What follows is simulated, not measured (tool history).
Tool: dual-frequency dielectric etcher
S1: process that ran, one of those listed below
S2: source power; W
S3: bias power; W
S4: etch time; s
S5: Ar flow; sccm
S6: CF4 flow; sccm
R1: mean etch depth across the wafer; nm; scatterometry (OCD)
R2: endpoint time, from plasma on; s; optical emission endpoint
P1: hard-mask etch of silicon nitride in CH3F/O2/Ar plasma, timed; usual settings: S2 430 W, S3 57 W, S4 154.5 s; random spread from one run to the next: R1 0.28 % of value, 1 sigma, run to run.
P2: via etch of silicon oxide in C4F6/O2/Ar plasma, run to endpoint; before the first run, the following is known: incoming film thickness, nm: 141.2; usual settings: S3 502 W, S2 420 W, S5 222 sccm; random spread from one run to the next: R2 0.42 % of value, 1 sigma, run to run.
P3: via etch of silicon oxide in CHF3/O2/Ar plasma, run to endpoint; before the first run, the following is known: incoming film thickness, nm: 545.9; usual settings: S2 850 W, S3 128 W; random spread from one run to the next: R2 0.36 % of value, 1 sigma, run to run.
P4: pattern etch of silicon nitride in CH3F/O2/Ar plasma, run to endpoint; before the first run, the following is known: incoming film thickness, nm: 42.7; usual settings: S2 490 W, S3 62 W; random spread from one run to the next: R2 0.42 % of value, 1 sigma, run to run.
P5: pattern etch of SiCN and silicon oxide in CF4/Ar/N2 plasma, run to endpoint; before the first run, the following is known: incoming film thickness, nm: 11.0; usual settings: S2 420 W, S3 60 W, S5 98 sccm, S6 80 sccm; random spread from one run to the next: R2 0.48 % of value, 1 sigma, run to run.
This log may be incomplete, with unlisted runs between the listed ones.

{"run": 1, "hour": 14.5, "S1": "P1", "S2": 430, "S3": 57, "S4": 154.5, "R1": 102.93}
{"run": 2, "hour": 25.8, "S1": "P1", "S2": 430, "S3": 57, "S4": 154.5, "R1": 103.88}
{"run": 3, "hour": 34.7, "S1": "P3", "S2": 850, "S3": 128, "R2": 266.05}
{"run": 4, "hour": 46.7, "S1": "P1", "S2": 430, "S3": 57, "S4": 100.5, "R1": 67.108}
{"run": 5, "hour": 58.4, "S1": "P1", "S2": 430, "S3": 57, "S4": 205.0, "R1": 136.42}
{"run": 6, "hour": 68.2, "S1": "P1", "S2": 430, "S3": 57, "S4": 154.5, "R1": 103.37}
{"run": 7, "hour": 77.9, "S1": "P4", "S2": 490, "S3": 37, "R2": 69.462}
{"run": 8, "hour": 88.5, "S1": "P4", "S2": 490, "S3": 62, "R2": 59.456}
{"run": 9, "hour": 102.2, "S1": "P1", "S2": 280, "S3": 57, "S4": 116.0, "R1": 65.898}
{"run": 10, "hour": 113.0, "S1": "P3", "S2": 850, "S3": 128, "R2": 266.74}
{"run": 11, "hour": 125.3, "S1": "P1", "S2": 430, "S3": 42, "S4": 154.5, "R1": 94.071}
{"run": 12, "hour": 140.9, "S1": "P1", "S2": 430, "S3": 70, "S4": 154.5, "R1": 110.73}
{"run": 13, "hour": 149.7, "S1": "P4", "S2": 290, "S3": 62, "R2": 72.834}
{"hour": 160.3, "done": "bias power generator calibrated"}
{"run": 14, "hour": 168.9, "S1": "P5", "S2": 420, "S3": 60, "S5": 117, "S6": 80, "R2": 14.935}
{"run": 15, "hour": 177.5, "S1": "P2", "S2": 420, "S3": 502, "S5": 150, "R2": 27.638}
{"run": 16, "hour": 193.9, "S1": "P5", "S2": 420, "S3": 60, "S5": 98, "S6": 80, "R2": 14.39}
{"run": 17, "hour": 209.3, "S1": "P5", "S2": 420, "S3": 60, "S5": 98, "S6": 96, "R2": 13.965}
{"run": 18, "hour": 227.7, "S1": "P3", "S2": 850, "S3": 105, "R2": 283.42}
{"run": 19, "hour": 241.4, "S1": "P2", "S2": 420, "S3": 502, "S5": 222, "R2": 29.14}
{"run": 20, "hour": 250.6, "S1": "P2", "S2": 520, "S3": 502, "S5": 222, "R2": 26.709}
{"run": 21, "hour": 268.7, "S1": "P2", "S2": 420, "S3": 702, "S5": 222, "R2": 25.459}
{"run": 22, "hour": 280.7, "S1": "P1", "S2": 320, "S3": 57, "S4": 154.5, "R1": 92.185}
{"run": 23, "hour": 289.8, "S1": "P1", "S2": 430, "S3": 57, "S4": 154.5, "R1": 103.65}
{"run": 24, "hour": 299.8, "S1": "P1", "S2": 430, "S3": 57, "S4": 154.5, "R1": 103.45}
{"run": 25, "hour": 318.5, "S1": "P1", "S2": 430, "S3": 68, "S4": 185.5, "R1": 132.14}
{"run": 26, "hour": 336.8, "S1": "P1", "S2": 510, "S3": 57, "S4": 224.5, "R1": 160.2}
{"run": 27, "hour": 347.5, "S1": "P4", "S2": 490, "S3": 62, "R2": 59.614}
{"run": 28, "hour": 363.0, "S1": "P5", "S2": 420, "S3": 36, "S5": 98, "S6": 80, "R2": 16.763}
{"run": 29, "hour": 381.5, "S1": "P1", "S2": 540, "S3": 57, "S4": 154.5, "R1": 112.75}
{"run": 30, "hour": 397.5, "S1": "P5", "S2": 500, "S3": 60, "S5": 98, "S6": 80, "R2": 12.415}
{"run": 31, "hour": 415.0, "S1": "P3", "S2": 570, "S3": 128, "R2": 312.56}
{"run": 32, "hour": 430.6, "S1": "P1", "S2": 430, "S3": 57, "S4": 154.5, "R1": 103.13}
{"run": 33, "hour": 447.1, "S1": "P1", "S2": 430, "S3": 57, "S4": 154.5, "R1": 103.22}
{"run": 34, "hour": 460.8, "S1": "P1", "S2": 430, "S3": 57, "S4": 154.5, "R1": 102.69}
{"run": 35, "hour": 472.3, "S1": "P1", "S2": 430, "S3": 57, "S4": 154.5, "R1": 102.45}
{"run": 36, "hour": 488.4, "S1": "P1", "S2": 430, "S3": 57, "S4": 154.5, "R1": 102.26}
{"run": 37, "hour": 503.6, "S1": "P1", "S2": 430, "S3": 57, "S4": 154.5, "R1": 102.5}
{"hour": 514.5, "done": "wet clean of the chamber"}
{"run": 38, "hour": 517.0, "S1": "P1", "S2": 430, "S3": 57, "S4": 154.5, "R1": 101.58}
{"run": 39, "hour": 532.9, "S1": "P1", "S2": 430, "S3": 57, "S4": 154.5, "R1": 101.95}
{"run": 40, "hour": 544.0, "S1": "P1", "S2": 430, "S3": 57, "S4": 154.5, "R1": 102.03}
{"run": 41, "hour": 560.6, "S1": "P1", "S2": 430, "S3": 57, "S4": 154.5, "R1": 102.08}
{"run": 42, "hour": 574.0, "S1": "P1", "S2": 430, "S3": 57, "S4": 154.5, "R1": 101.71}

What P1 gives has crept off from where it sat before. The 2 causes that follow fit the log equally well, each at the size noted:
A: source power that arrives under what is set, % = 3.57
B: bias power that arrives under what is set, % = 4.28
Onset of the creep was near hour 430.6.
All other causes, with the reason each is excluded:
chamber walls in a state that lowers the etch rate, %: serviced after onset, at hour 514.5, with no recovery of the prior output

4 check runs are offered, each on 3 wafers whose results are averaged, their results left as question marks. Which one tells the causes apart?
{"run": "check 1", "hour": 587.4, "S1": "P5", "S2": 420, "S3": 39, "S5": 98, "S6": 80, "R2": "?"}
{"run": "check 2", "hour": 587.4, "S1": "P4", "S2": 310, "S3": 37, "R2": "?"}
{"run": "check 3", "hour": 587.4, "S1": "P2", "S2": 420, "S3": 615, "S5": 222, "R2": "?"}
{"run": "check 4", "hour": 587.4, "S1": "P3", "S2": 590, "S3": 109, "R2": "?"}

What every check run would give for each of its results, assuming each possible cause in turn:
check=check_1 result=R2 if_A=16.950 if_B=16.607
check=check_2 result=R2 if_A=84.696 if_B=84.561
check=check_3 result=R2 if_A=27.179 if_B=27.273
check=check_4 result=R2 if_A=327.890 if_B=327.480
Smallest distance between any two causes, each pair judged by its most separating result, in per cent: check 1 2.04 %; check 2 0.16 %; check 3 0.34 %; check 4 0.13 %
Check 1 tells the causes apart: in the others they would give nearly the same result.

Then check 1 was run and gave: R2 16.562 s. Which cause is it?

B is the cause: bias power that arrives under what is set, %.
